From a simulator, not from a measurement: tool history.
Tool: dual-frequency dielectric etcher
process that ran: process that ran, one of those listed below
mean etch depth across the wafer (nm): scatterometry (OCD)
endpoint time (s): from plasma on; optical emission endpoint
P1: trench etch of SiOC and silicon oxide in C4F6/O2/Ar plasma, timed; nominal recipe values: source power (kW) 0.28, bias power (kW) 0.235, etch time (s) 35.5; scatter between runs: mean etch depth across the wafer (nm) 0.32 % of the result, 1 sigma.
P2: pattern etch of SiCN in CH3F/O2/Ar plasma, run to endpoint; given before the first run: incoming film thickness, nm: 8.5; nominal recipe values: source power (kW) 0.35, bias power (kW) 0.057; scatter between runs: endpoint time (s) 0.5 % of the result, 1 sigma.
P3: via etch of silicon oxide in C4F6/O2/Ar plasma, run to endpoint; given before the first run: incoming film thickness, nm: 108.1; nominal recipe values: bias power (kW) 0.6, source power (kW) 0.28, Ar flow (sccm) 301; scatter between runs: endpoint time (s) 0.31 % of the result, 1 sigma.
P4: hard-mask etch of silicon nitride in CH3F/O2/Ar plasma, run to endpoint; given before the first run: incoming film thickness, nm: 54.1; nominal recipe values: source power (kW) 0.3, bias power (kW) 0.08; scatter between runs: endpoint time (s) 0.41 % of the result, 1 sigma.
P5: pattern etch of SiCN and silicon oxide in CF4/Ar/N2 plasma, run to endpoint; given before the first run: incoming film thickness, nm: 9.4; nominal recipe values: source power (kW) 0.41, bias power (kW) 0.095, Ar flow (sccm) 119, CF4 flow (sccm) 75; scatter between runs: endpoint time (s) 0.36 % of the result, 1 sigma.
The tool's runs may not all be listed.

| run | hour | process that ran | source power (kW) | bias power (kW) | etch time (s) | Ar flow (sccm) | CF4 flow (sccm) | mean etch depth across the wafer (nm) | endpoint time (s) |
|---|---|---|---|---|---|---|---|---|---|
| 1 | 4.8 | P1 | 0.28 | 0.235 | 35.5 |  |  | 66.431 |  |
| 2 | 9.6 | P5 | 0.5 | 0.095 |  | 119 | 75 |  | 8.8368 |
| 3 | 17.6 | P2 | 0.35 | 0.057 |  |  |  |  | 25.978 |
| 4 | 24 | P1 | 0.28 | 0.235 | 35.5 |  |  | 66.272 |  |
| 5 | 29.8 | P1 | 0.28 | 0.3 | 35.5 |  |  | 72.652 |  |
| 6 | 33.6 | P5 | 0.41 | 0.095 |  | 76 | 75 |  | 9.8355 |
| 7 | 39 | P3 | 0.28 | 0.42 |  | 301 |  |  | 29.585 |
| 8 | 45.6 | P5 | 0.41 | 0.115 |  | 119 | 75 |  | 9.765 |
| 9 | 49.3 | P1 | 0.28 | 0.235 | 35.5 |  |  | 66.585 |  |
| 10 | 57.1 | P3 | 0.28 | 0.6 |  | 402 |  |  | 26.524 |
| 11 | 60.8 | P1 | 0.28 | 0.235 | 25 |  |  | 47.238 |  |
| 12 | 65.9 | P1 | 0.28 | 0.235 | 44.5 |  |  | 83.363 |  |
| 13 | 70.3 | P1 | 0.28 | 0.235 | 35.5 |  |  | 66.604 |  |
| 14 | 74 | P5 | 0.41 | 0.095 |  | 119 | 103 |  | 10.021 |
| 15 | 81.9 | P1 | 0.28 | 0.137 | 35.5 |  |  | 55.968 |  |
| 16 | 88.5 | P2 | 0.49 | 0.057 |  |  |  |  | 22.889 |
| 17 | 95.9 | P1 | 0.28 | 0.235 | 35.5 |  |  | 66.599 |  |
| 18 | 101.4 | P3 | 0.28 | 0.6 |  | 301 |  |  | 25.783 |
| 19 | 108.4 | P1 | 0.28 | 0.235 | 35.5 |  |  | 66.229 |  |
| 20 | 115.6 | P5 | 0.41 | 0.095 |  | 119 | 75 |  | 10.387 |
| 21 | 123.6 | P2 | 0.35 | 0.034 |  |  |  |  | 30.735 |
| 22 | 131.2 | P3 | 0.28 | 0.6 |  | 301 |  |  | 25.846 |
| 23 | 137.9 | P1 | 0.28 | 0.235 | 35.5 |  |  | 66.618 |  |
| 24 | 145.4 | P1 | 0.35 | 0.235 | 35.5 |  |  | 72.443 |  |
| 25 | 151.3 | P1 | 0.21 | 0.307 | 35.5 |  |  | 65.602 |  |
| 26 | 154.8 | P4 | 0.37 | 0.08 |  |  |  |  | 76.531 |
| 27 | 161.1 | P3 | 0.36 | 0.6 |  | 301 |  |  | 23.675 |
| 28 | 167.1 | P4 | 0.3 | 0.08 |  |  |  |  | 83.233 |
| 29 | 174.9 | P1 | 0.2 | 0.235 | 35.5 |  |  | 58.77 |  |
| 30 | 179.3 | P4 | 0.3 | 0.099 |  |  |  |  | 76.705 |
| 31 | 186.6 | P1 | 0.23 | 0.146 | 35.5 |  |  | 52.564 |  |
| 32 | 194.1 | P1 | 0.28 | 0.235 | 35.5 |  |  | 66.311 |  |
| 33 | 199.3 | P1 | 0.28 | 0.235 | 35.5 |  |  | 66.674 |  |
| 34 | 207.4 | P1 | 0.28 | 0.235 | 35.5 |  |  | 67.145 |  |
| 35 | 213.6 | P1 | 0.28 | 0.235 | 35.5 |  |  | 67.366 |  |
| 36 | 217.9 | P1 | 0.28 | 0.235 | 35.5 |  |  | 67.599 |  |
| 37 | 223.7 | P1 | 0.28 | 0.235 | 35.5 |  |  | 67.46 |  |
|  | 224.5 | wet clean of the chamber |
| 38 | 229.8 | P1 | 0.28 | 0.235 | 35.5 |  |  | 67.139 |  |
| 39 | 236.6 | P1 | 0.28 | 0.235 | 35.5 |  |  | 67.334 |  |
| 40 | 243.3 | P1 | 0.28 | 0.235 | 35.5 |  |  | 67.708 |  |
| 41 | 251.2 | P1 | 0.28 | 0.235 | 35.5 |  |  | 67.401 |  |

Predict the results of run 42:
| 42 | 256.9 | P1 | 0.28 | 0.235 | 35.5 |  |  | ? |  |

Run 42 measured mean etch depth across the wafer (nm) 67.297.

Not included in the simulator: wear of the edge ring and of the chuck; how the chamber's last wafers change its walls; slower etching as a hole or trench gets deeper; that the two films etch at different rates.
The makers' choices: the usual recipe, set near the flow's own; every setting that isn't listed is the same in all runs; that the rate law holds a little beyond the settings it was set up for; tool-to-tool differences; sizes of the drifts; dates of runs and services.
